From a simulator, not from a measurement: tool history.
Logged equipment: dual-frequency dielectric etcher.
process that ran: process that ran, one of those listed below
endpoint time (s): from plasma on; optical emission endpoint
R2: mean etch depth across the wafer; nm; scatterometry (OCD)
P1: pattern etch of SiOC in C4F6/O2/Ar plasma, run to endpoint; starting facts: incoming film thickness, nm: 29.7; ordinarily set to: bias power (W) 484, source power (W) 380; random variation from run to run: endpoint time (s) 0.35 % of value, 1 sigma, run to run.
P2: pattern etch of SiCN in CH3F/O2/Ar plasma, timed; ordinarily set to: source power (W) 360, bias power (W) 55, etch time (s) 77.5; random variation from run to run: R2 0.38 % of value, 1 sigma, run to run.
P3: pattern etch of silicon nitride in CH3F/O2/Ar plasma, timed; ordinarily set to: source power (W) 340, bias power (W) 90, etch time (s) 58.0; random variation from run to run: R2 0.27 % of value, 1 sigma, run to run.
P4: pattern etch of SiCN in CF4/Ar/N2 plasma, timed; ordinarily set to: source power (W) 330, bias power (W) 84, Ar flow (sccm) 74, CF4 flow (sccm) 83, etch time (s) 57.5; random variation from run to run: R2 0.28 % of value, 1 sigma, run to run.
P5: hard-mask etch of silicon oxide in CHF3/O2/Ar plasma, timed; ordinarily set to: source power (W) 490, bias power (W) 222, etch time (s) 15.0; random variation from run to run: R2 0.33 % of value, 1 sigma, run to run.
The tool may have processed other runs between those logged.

Run 1, hour 14.0: process that ran P1, bias power (W) 484, source power (W) 380. Result: endpoint time (s) 10.441.
Run 2, hour 25.3: process that ran P1, bias power (W) 484, source power (W) 290. Result: endpoint time (s) 11.546.
Run 3, hour 41.2: process that ran P1, bias power (W) 394, source power (W) 270. Result: endpoint time (s) 12.846.
Run 4, hour 56.8: process that ran P1, bias power (W) 305, source power (W) 310. Result: endpoint time (s) 13.286.
Run 5, hour 70.5: process that ran P1, bias power (W) 392, source power (W) 380. Result: endpoint time (s) 11.279.
Run 6, hour 86.4: process that ran P3, bias power (W) 90, source power (W) 340, etch time (s) 58.0. Result: R2 41.803 nm.
Run 7, hour 101.5: process that ran P4, bias power (W) 84, source power (W) 330, etch time (s) 80.0, Ar flow (sccm) 74, CF4 flow (sccm) 83. Result: R2 59.232 nm.
Run 8, hour 114.8: process that ran P2, bias power (W) 55, source power (W) 360, etch time (s) 96.5. Result: R2 31.735 nm.
Run 9, hour 123.5: process that ran P4, bias power (W) 84, source power (W) 330, etch time (s) 57.5, Ar flow (sccm) 74, CF4 flow (sccm) 83. Result: R2 42.720 nm.
Run 10, hour 133.2: process that ran P5, bias power (W) 222, source power (W) 590, etch time (s) 15.0. Result: R2 31.347 nm.
Run 11, hour 145.0: process that ran P4, bias power (W) 84, source power (W) 230, etch time (s) 57.5, Ar flow (sccm) 74, CF4 flow (sccm) 83. Result: R2 31.003 nm.
Run 12, hour 155.7: process that ran P3, bias power (W) 108, source power (W) 340, etch time (s) 58.0. Result: R2 44.609 nm.
Run 13, hour 166.6: process that ran P3, bias power (W) 90, source power (W) 340, etch time (s) 58.0. Result: R2 42.062 nm.
Run 14, hour 184.6: process that ran P2, bias power (W) 55, source power (W) 450, etch time (s) 77.5. Result: R2 27.824 nm.
Run 15, hour 199.2: process that ran P1, bias power (W) 607, source power (W) 230. Result: endpoint time (s) 11.478.
Run 16, hour 211.9: process that ran P2, bias power (W) 55, source power (W) 360, etch time (s) 77.5. Result: R2 25.437 nm.
Run 17, hour 223.4: process that ran P4, bias power (W) 115, source power (W) 330, etch time (s) 57.5, Ar flow (sccm) 74, CF4 flow (sccm) 83. Result: R2 47.445 nm.
Run 18, hour 232.9: process that ran P2, bias power (W) 69, source power (W) 360, etch time (s) 77.5. Result: R2 27.482 nm.
Run 19, hour 247.5: process that ran P5, bias power (W) 137, source power (W) 490, etch time (s) 15.0. Result: R2 24.681 nm.
Run 20, hour 260.5: process that ran P4, bias power (W) 84, source power (W) 330, etch time (s) 57.5, Ar flow (sccm) 74, CF4 flow (sccm) 83. Result: R2 42.411 nm.
Run 21, hour 273.7: process that ran P1, bias power (W) 484, source power (W) 380. Result: endpoint time (s) 10.554.
Run 22, hour 292.1: process that ran P3, bias power (W) 90, source power (W) 340, etch time (s) 72.0. Result: R2 51.880 nm.
Run 23, hour 306.9: process that ran P1, bias power (W) 484, source power (W) 380. Result: endpoint time (s) 10.497.
Run 24, hour 321.3: process that ran P4, bias power (W) 84, source power (W) 330, etch time (s) 57.5, Ar flow (sccm) 74, CF4 flow (sccm) 109. Result: R2 43.775 nm.

Run 25 comes next. What will it give?
Run 25, hour 336.0: process that ran P5, bias power (W) 222, source power (W) 490, etch time (s) 20.5. Result: R2 ?.

R2: 39.674 nm
